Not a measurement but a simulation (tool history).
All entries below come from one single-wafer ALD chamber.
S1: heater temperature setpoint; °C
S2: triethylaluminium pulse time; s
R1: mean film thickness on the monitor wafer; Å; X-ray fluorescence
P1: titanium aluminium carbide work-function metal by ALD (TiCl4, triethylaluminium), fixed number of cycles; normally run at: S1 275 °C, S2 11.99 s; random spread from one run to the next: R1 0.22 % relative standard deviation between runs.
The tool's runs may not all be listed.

{"run": 1, "hour": 6.5, "S1": 275, "S2": 11.99, "R1": 18.326}
{"run": 2, "hour": 13.6, "S1": 275, "S2": 11.99, "R1": 18.376}
{"run": 3, "hour": 22.9, "S1": 298, "S2": 11.99, "R1": 20.398}
{"run": 4, "hour": 35.7, "S1": 275, "S2": 18.6, "R1": 18.7}
{"run": 5, "hour": 46.4, "S1": 275, "S2": 11.99, "R1": 18.416}
{"run": 6, "hour": 56.1, "S1": 275, "S2": 11.99, "R1": 18.398}
{"run": 7, "hour": 66.9, "S1": 275, "S2": 4.11, "R1": 14.178}
{"hour": 69.6, "done": "triethylaluminium bottle replaced"}
{"run": 8, "hour": 79.0, "S1": 275, "S2": 11.99, "R1": 18.423}
{"run": 9, "hour": 90.3, "S1": 275, "S2": 11.99, "R1": 18.381}
{"run": 10, "hour": 101.6, "S1": 265, "S2": 17.55, "R1": 17.77}
{"run": 11, "hour": 114.7, "S1": 251, "S2": 11.99, "R1": 16.357}
{"run": 12, "hour": 121.1, "S1": 275, "S2": 11.99, "R1": 18.414}
{"run": 13, "hour": 132.2, "S1": 275, "S2": 11.99, "R1": 18.37}
{"run": 14, "hour": 141.3, "S1": 275, "S2": 11.99, "R1": 18.249}
{"run": 15, "hour": 147.9, "S1": 275, "S2": 11.99, "R1": 18.14}
{"run": 16, "hour": 157.4, "S1": 275, "S2": 11.99, "R1": 18.168}

Estimate the outcome of run 17 from the log above:
{"run": 17, "hour": 164.2, "S1": 275, "S2": 11.99, "R1": "?"}

R1: 18.126 Å
